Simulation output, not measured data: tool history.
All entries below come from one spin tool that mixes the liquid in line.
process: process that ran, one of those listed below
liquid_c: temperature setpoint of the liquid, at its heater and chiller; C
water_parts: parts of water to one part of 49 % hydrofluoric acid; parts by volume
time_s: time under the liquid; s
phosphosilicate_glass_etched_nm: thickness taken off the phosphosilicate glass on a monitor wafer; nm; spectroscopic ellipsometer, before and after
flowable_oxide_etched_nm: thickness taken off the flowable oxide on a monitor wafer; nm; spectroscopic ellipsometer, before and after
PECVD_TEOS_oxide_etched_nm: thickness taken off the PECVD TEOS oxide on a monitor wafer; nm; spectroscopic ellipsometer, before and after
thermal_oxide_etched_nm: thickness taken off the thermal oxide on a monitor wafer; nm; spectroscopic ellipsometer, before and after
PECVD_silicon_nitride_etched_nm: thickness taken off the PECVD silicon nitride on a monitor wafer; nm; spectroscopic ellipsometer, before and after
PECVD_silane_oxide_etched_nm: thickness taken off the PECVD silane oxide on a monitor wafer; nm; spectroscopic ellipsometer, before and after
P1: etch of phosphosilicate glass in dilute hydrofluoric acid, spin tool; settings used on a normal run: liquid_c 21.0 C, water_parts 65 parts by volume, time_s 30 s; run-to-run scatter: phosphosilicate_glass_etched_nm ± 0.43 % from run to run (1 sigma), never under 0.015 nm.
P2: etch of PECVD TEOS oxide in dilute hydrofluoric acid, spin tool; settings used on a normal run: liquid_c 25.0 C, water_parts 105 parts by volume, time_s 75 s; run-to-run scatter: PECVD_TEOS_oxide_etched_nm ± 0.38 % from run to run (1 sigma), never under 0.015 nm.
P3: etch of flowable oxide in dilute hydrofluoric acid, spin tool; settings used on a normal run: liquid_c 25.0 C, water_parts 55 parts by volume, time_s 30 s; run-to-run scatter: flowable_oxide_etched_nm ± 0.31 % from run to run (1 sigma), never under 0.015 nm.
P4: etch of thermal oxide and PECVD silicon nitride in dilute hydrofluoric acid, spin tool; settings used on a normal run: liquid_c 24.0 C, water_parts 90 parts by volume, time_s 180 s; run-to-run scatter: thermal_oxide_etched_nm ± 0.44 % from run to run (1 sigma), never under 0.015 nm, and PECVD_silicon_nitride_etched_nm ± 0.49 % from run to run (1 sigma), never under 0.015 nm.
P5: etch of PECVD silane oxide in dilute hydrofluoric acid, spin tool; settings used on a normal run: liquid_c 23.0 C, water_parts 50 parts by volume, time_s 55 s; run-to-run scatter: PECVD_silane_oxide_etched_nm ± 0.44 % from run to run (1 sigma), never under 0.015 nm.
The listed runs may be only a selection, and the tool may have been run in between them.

run   hour  process  liquid_c  water_parts  time_s  phosphosilicate_glass_etched_nm  flowable_oxide_etched_nm  PECVD_TEOS_oxide_etched_nm  thermal_oxide_etched_nm  PECVD_silicon_nitride_etched_nm  PECVD_silane_oxide_etched_nm
  1    4.2       P1      21.0           65      30                           26.386
  2   11.0       P1      21.0           65      55                           48.768
  3   18.8       P3      25.0           55      15                                                     19.450
  4   26.9       P1      21.0           40      30                           44.433
  5   34.3       P3      25.0           20      30                                                    111.680
  6   42.5       P1      17.5          105      30                           13.560
  7   47.9       P1      17.0           65      30                           22.330
  8   54.3       P2      25.0          105      20                                                                                 1.8744
  9   63.1       P4      32.0           90     180                                                                                                         12.7110                          19.2520
 10   67.4       P1      26.5           65      30                           33.305
 11   76.5       P4      24.0           90      25                                                                                                          1.3199                           1.6086
 12   83.2       P1      21.0           65      30                           26.584
 13   89.4       P1      21.0           65      15                           13.237
 14   97.2       P1      21.0           65      30                           26.322
 15  103.8       P2      33.0          105      75                                                                                 9.4653
 16  110.4       P1      21.0           95      30                           17.651
 17  119.5       P5      23.0           50      55                                                                                                                                                                         33.710
 18  125.3       P4      24.0           90     180                                                                                                          9.3871                          11.3820
 19  134.4       P2      25.0          105      75                                                                                 6.9676
 20  138.8       P4      24.0           90     180                                                                                                          9.3732                          11.5520
 21  146.7       P1      21.0           65      30                           26.539
 22  153.8       P3      19.0           55      30                                                     30.305
 23  160.3       P1      21.0           65      30                           26.617
 24  164.9       P5      23.0           20      55                                                                                                                                                                         87.080
 25  169.7       P5      23.0           50     110                                                                                                                                                                         66.875
 26  177.4       P4      24.0          150     180                                                                                                          5.2519                           6.9248
 27  185.6       P3      25.0           55      30                                                     38.633
 28  193.0       P2      25.0           35      75                                                                                23.1180
 29  198.8       P5      23.0           50      55                                                                                                                                                                         33.713
 30  205.6       P1      21.0           65      30                           26.348
 31  213.9       P5      17.0           50      55                                                                                                                                                                         26.291
 32  221.5       P1      21.0           65      30                           26.467
 33  230.6       P1      21.0           65      30                           27.358
 34  237.9       P1      21.0           65      30                           27.771

Expected results for the next run?
 35  246.1       P1      21.0           65      30                                ?

phosphosilicate_glass_etched_nm: 27.922 nm

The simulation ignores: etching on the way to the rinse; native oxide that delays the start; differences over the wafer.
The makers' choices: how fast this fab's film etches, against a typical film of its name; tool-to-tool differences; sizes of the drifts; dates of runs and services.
